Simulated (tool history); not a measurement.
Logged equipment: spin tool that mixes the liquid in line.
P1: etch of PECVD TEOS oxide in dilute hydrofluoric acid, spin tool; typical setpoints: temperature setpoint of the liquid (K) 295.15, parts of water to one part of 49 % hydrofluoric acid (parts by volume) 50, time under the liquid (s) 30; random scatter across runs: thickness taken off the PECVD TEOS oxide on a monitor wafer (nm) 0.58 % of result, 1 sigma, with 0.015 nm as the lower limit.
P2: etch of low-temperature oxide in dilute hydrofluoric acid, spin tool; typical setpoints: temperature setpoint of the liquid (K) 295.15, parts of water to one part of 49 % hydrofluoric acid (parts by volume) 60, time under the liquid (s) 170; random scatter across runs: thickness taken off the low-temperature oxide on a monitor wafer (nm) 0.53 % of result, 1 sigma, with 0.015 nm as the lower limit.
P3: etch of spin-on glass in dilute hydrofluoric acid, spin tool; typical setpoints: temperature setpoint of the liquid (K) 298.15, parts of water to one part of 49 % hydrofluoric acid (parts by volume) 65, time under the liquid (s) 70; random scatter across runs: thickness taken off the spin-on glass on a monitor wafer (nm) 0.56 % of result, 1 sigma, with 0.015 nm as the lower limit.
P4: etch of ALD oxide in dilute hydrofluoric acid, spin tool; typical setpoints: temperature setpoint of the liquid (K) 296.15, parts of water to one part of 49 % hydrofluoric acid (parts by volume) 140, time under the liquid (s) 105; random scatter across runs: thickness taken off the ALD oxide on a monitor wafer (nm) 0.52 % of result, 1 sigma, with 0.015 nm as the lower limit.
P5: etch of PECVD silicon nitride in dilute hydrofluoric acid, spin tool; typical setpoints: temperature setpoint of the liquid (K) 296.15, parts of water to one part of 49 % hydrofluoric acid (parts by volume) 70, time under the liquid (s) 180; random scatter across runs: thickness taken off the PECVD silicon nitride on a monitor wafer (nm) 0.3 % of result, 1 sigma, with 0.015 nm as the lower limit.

| run | hour | process that ran | temperature setpoint of the liquid (K) | parts of water to one part of 49 % hydrofluoric acid (parts by volume) | time under the liquid (s) | hours since the thermometer was replaced | hours since the hydrofluoric acid flow meter was replaced | thickness taken off the PECVD TEOS oxide on a monitor wafer (nm) | thickness taken off the ALD oxide on a monitor wafer (nm) | thickness taken off the PECVD silicon nitride on a monitor wafer (nm) | thickness taken off the spin-on glass on a monitor wafer (nm) | thickness taken off the low-temperature oxide on a monitor wafer (nm) |
|---|---|---|---|---|---|---|---|---|---|---|---|---|
| 1 | 6.0 | P1 | 295.15 | 50 | 30 | 366.3 | 188.8 | 12.0980 |  |  |  |  |
| 2 | 10.6 | P4 | 296.15 | 140 | 105 | 370.9 | 193.4 |  | 9.3258 |  |  |  |
| 3 | 18.0 | P5 | 296.15 | 30 | 180 | 378.3 | 200.8 |  |  | 18.4670 |  |  |
| 4 | 26.7 | P5 | 296.15 | 70 | 180 | 387.0 | 209.5 |  |  | 8.0974 |  |  |
| 5 | 36.1 | P1 | 295.15 | 50 | 30 | 396.4 | 218.9 | 12.0780 |  |  |  |  |
| 6 | 45.9 | P1 | 295.15 | 50 | 15 | 406.2 | 228.7 | 6.0946 |  |  |  |  |
| 7 | 54.8 | P3 | 298.15 | 65 | 70 | 415.1 | 237.6 |  |  |  | 48.769 |  |
| 8 | 63.2 | P1 | 295.15 | 70 | 15 | 423.5 | 246.0 | 4.2083 |  |  |  |  |
| 9 | 70.0 | P1 | 295.15 | 50 | 30 | 430.3 | 252.8 | 12.1070 |  |  |  |  |
| 10 | 76.7 | P2 | 295.15 | 60 | 170 | 437.0 | 259.5 |  |  |  |  | 46.2260 |
| 11 | 84.1 | P1 | 295.15 | 50 | 55 | 444.4 | 266.9 | 22.0990 |  |  |  |  |
| 12 | 91.3 | P4 | 296.15 | 140 | 180 | 451.6 | 274.1 |  | 16.0830 |  |  |  |
| 13 | 100.0 | P3 | 298.15 | 40 | 70 | 460.3 | 282.8 |  |  |  | 82.272 |  |
| 14 | 106.5 | P2 | 295.15 | 60 | 30 | 466.8 | 289.3 |  |  |  |  | 8.1045 |
| 15 | 111.1 | P1 | 290.15 | 50 | 30 | 471.4 | 293.9 | 9.8865 |  |  |  |  |
| 16 | 118.8 | P2 | 299.65 | 60 | 170 | 479.1 | 301.6 |  |  |  |  | 54.8730 |
| 17 | 125.0 | P1 | 295.15 | 50 | 30 | 485.3 | 307.8 | 12.1550 |  |  |  |  |
| 18 | 133.8 | P4 | 296.15 | 140 | 105 | 494.1 | 316.6 |  | 9.3580 |  |  |  |
| 19 | 139.0 | P1 | 295.15 | 20 | 30 | 499.3 | 321.8 | 31.8280 |  |  |  |  |
| 20 | 144.1 | P1 | 301.65 | 50 | 30 | 504.4 | 326.9 | 15.6880 |  |  |  |  |
| 21 | 149.3 | P5 | 301.65 | 70 | 180 | 509.6 | 332.1 |  |  | 11.6780 |  |  |
| 22 | 154.8 | P2 | 295.15 | 20 | 170 | 515.1 | 337.6 |  |  |  |  | 145.0400 |
| 23 | 161.1 | P2 | 295.15 | 60 | 170 | 521.4 | 343.9 |  |  |  |  | 46.2290 |
| 24 | 167.0 | P3 | 298.15 | 65 | 15 | 527.3 | 349.8 |  |  |  | 10.474 |  |
| 25 | 174.0 | P4 | 291.65 | 140 | 105 | 534.3 | 356.8 |  | 7.7184 |  |  |  |
| 26 | 181.0 | P5 | 296.15 | 70 | 300 | 541.3 | 363.8 |  |  | 13.4870 |  |  |
| 27 | 188.0 | P4 | 296.15 | 235 | 105 | 548.3 | 370.8 |  | 5.0368 |  |  |  |
| 28 | 195.8 | P1 | 295.15 | 85 | 30 | 556.1 | 378.6 | 6.8438 |  |  |  |  |
| 29 | 203.9 | P3 | 305.65 | 65 | 70 | 564.2 | 386.7 |  |  |  | 65.500 |  |
| 30 | 209.3 | P1 | 295.15 | 50 | 30 | 569.6 | 392.1 | 12.0950 |  |  |  |  |
| 31 | 215.3 | P1 | 295.15 | 50 | 30 | 575.6 | 398.1 | 12.3130 |  |  |  |  |
| 32 | 224.0 | P1 | 295.15 | 50 | 30 | 584.3 | 406.8 | 12.6890 |  |  |  |  |
| 33 | 228.5 | P1 | 295.15 | 50 | 30 | 588.8 | 411.3 | 12.6510 |  |  |  |  |
| 34 | 236.6 | P1 | 295.15 | 50 | 30 | 596.9 | 419.4 | 12.7710 |  |  |  |  |
| 35 | 244.4 | P1 | 295.15 | 50 | 30 | 604.7 | 427.2 | 12.7580 |  |  |  |  |
| 36 | 252.9 | P1 | 295.15 | 50 | 30 | 613.2 | 435.7 | 13.0170 |  |  |  |  |
| 37 | 263.0 | P1 | 295.15 | 50 | 30 | 623.3 | 445.8 | 12.8850 |  |  |  |  |

Compared with where it was, what P1 gives has crept away. Each cause listed below fits the log as well as the rest, at the size given for it:
A: hydrofluoric acid flow above the setpoint (%) = 6.1
B: liquid hotter than its thermometer reads (K) = 1.52
The onset of the drift is placed at about hour 209.3.

4 check runs are offered, one wafer each, their results left as question marks. Which one tells the causes apart?
| check 1 | 273.1 | P5 | 296.15 | 70 | 180 |  |  |  |  | ? |  |  |
| check 2 | 273.1 | P4 | 296.15 | 140 | 105 |  |  |  | ? |  |  |  |
| check 3 | 273.1 | P3 | 298.15 | 65 | 70 |  |  |  |  |  | ? |  |
| check 4 | 273.1 | P2 | 295.15 | 60 | 170 |  |  |  |  |  |  | ? |

What each check would give under each cause:
| check | result | if A | if B |
|---|---|---|---|
| check 1 | thickness taken off the PECVD silicon nitride on a monitor wafer (nm) | 8.5962 | 8.9801 |
| check 2 | thickness taken off the ALD oxide on a monitor wafer (nm) | 9.9839 | 9.8872 |
| check 3 | thickness taken off the spin-on glass on a monitor wafer (nm) | 51.918 | 51.746 |
| check 4 | thickness taken off the low-temperature oxide on a monitor wafer (nm) | 48.8100 | 48.7690 |
Separation of the two closest causes in each check, using whichever result separates them best: check 1 4.37 %; check 2 0.97 %; check 3 0.33 %; check 4 0.08 %
Only check 1 tells the causes apart: in the others they would give nearly the same result.

After running check 1, the following was obtained: thickness taken off the PECVD silicon nitride on a monitor wafer (nm) 8.9458. Which cause does this point to?

B is the cause: liquid hotter than its thermometer reads (K).
